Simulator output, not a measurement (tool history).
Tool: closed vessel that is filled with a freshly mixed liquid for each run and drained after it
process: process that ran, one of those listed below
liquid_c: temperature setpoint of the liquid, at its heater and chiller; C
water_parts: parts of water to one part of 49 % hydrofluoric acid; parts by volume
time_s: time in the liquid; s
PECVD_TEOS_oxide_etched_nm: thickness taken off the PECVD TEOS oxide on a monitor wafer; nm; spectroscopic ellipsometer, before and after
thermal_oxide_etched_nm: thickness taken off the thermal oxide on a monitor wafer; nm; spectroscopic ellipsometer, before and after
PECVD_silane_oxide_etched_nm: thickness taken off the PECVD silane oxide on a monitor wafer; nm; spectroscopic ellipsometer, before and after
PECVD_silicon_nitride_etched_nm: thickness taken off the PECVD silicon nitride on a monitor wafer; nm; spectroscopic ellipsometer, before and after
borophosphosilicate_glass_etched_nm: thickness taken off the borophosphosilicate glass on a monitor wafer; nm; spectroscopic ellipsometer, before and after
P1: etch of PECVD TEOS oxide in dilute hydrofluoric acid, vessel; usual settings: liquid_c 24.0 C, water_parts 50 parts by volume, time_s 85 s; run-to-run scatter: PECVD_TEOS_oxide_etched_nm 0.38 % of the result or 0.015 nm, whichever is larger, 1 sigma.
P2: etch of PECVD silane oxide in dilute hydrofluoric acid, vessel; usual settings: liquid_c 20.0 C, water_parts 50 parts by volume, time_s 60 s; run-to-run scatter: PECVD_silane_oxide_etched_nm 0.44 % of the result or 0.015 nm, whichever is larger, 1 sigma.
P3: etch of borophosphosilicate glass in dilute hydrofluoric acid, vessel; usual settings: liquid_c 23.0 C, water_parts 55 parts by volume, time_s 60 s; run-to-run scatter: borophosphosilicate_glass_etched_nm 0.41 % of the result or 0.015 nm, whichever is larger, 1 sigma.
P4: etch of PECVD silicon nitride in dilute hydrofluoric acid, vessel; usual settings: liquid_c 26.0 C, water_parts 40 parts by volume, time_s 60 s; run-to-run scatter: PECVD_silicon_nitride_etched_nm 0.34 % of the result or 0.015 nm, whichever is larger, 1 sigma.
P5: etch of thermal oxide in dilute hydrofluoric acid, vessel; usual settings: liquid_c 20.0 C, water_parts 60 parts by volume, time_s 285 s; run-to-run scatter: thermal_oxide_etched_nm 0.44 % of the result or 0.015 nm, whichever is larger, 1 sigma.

run    day  process  liquid_c  water_parts  time_s  hours since the thermometer was replaced  hours since the hydrofluoric acid flow meter was replaced  PECVD_TEOS_oxide_etched_nm  thermal_oxide_etched_nm  PECVD_silane_oxide_etched_nm  PECVD_silicon_nitride_etched_nm  borophosphosilicate_glass_etched_nm
  1  0.142       P1      24.0           50      85                                    1503.6                                                      455.4                      28.461
  2  0.321       P5      20.0           60     285                                    1507.9                                                      459.7                                               20.462
  3  0.496       P2      20.0           50      60                                    1512.1                                                      463.9                                                                             27.916
  4  0.692       P2      20.0           50      60                                    1516.8                                                      468.6                                                                             27.693
  5  0.854       P4      33.0           40      60                                    1520.7                                                      472.5                                                                                                             14.9630
  6  0.975       P1      24.0           50      30                                    1523.6                                                      475.4                      10.002
     1.083  -- hydrofluoric acid flow meter replaced
  7  1.204       P2      20.0           20      60                                    1529.1                                                        2.9                                                                             72.467
  8  1.375       P1      24.0           50      85                                    1533.2                                                        7.0                      28.403
  9  1.542       P3      23.0           55      60                                    1537.2                                                       11.0                                                                                                                                                   81.892
 10  1.683       P1      24.0           90      85                                    1540.6                                                       14.4                      15.021
 11  1.783       P5      20.0          100     285                                    1543.0                                                       16.8                                               11.643
 12  1.942       P1      24.0           20      85                                    1546.8                                                       20.6                      73.985
 13  2.079       P4      26.0           40      60                                    1550.1                                                       23.9                                                                                                              9.4587
 14  2.279       P1      20.0           50      85                                    1554.9                                                       28.7                      23.944
 15  2.508       P1      24.0           50      85                                    1560.4                                                       34.2                      28.456
 16  2.662       P1      24.0           50      85                                    1564.1                                                       37.9                      28.234
 17  2.788       P3      19.0           55      60                                    1567.1                                                       40.9                                                                                                                                                   69.028
 18  2.975       P5      26.0           60     285                                    1571.6                                                       45.4                                               26.418
 19  3.183       P1      24.0           50      85                                    1576.6                                                       50.4                      28.392
 20  3.292       P1      24.0           50     125                                    1579.2                                                       53.0                      41.749
 21  3.500       P4      26.0           40     105                                    1584.2                                                       58.0                                                                                                             16.6030
 22  3.642       P5      20.0           60     485                                    1587.6                                                       61.4                                               34.956
 23  3.775       P1      24.0           50      85                                    1590.8                                                       64.6                      28.229
 24  3.992       P5      20.0           60     285                                    1596.0                                                       69.8                                               20.497
 25  4.175       P1      31.5           50      85                                    1600.4                                                       74.2                      38.116
 26  4.283       P4      26.0           25      60                                    1603.0                                                       76.8                                                                                                             14.9470
 27  4.467       P3      23.0           55      30                                    1607.4                                                       81.2                                                                                                                                                   40.848
 28  4.633       P2      25.5           50      60                                    1611.4                                                       85.2                                                                             34.803
 29  4.817       P3      23.0           80      60                                    1615.8                                                       89.6                                                                                                                                                   54.832
 30  5.046       P4      26.0           40      60                                    1621.3                                                       95.1                                                                                                              9.4781
 31  5.154       P2      20.0           50      30                                    1623.9                                                       97.7                                                                             13.894
 32  5.271       P1      29.5           50     140                                    1626.7                                                      100.5                      58.177
 33  5.404       P1      24.0           50      85                                    1629.9                                                      103.7                      28.342
 34  5.583       P1      24.0           50      85                                    1634.2                                                      108.0                      29.075
 35  5.742       P1      24.0           50      85                                    1638.0                                                      111.8                      29.508
 36  5.938       P1      24.0           50      85                                    1642.7                                                      116.5                      30.027
 37  6.079       P1      24.0           50      85                                    1646.1                                                      119.9                      30.078
 38  6.279       P1      24.0           50      85                                    1650.9                                                      124.7                      30.112
 39  6.429       P1      24.0           50      85                                    1654.5                                                      128.3                      30.219
 40  6.562       P1      24.0           50      85                                    1657.7                                                      131.5                      30.166

What P1 gives has crept away from where it was. These 2 causes fit the log equally well, each at the size given:
A: liquid hotter than its thermometer reads (K) = 1.57
B: hydrofluoric acid flow above the setpoint (%) = 6.21
The creep began at about day 5.404.

4 check runs are offered, one wafer each, their results left as question marks. Which one tells the causes apart?
check 1  6.696       P4      26.0           40      60                                                                                                                                                                                                                        ?
check 2  6.696       P3      23.0           55      60                                                                                                                                                                                                                                                             ?
check 3  6.696       P5      20.0           60     285                                                                                                                                                         ?
check 4  6.696       P2      20.0           50      60                                                                                                                                                                                       ?

What each check would give under each cause:
  check                               result     if A     if B
check 1      PECVD_silicon_nitride_etched_nm  10.5230  10.0560
check 2  borophosphosilicate_glass_etched_nm   87.284   87.284
check 3              thermal_oxide_etched_nm   21.917   21.887
check 4         PECVD_silane_oxide_etched_nm   29.817   29.740
How far apart the two closest causes lie, in the result that separates them most: check 1 4.54 %; check 2 0 %; check 3 0.13 %; check 4 0.26 %
Only check 1 tells the causes apart: in the others they would give nearly the same result.

Check 1 was then run and gave: PECVD_silicon_nitride_etched_nm 9.9849 nm. Which cause is it?

It is B: hydrofluoric acid flow above the setpoint (%).
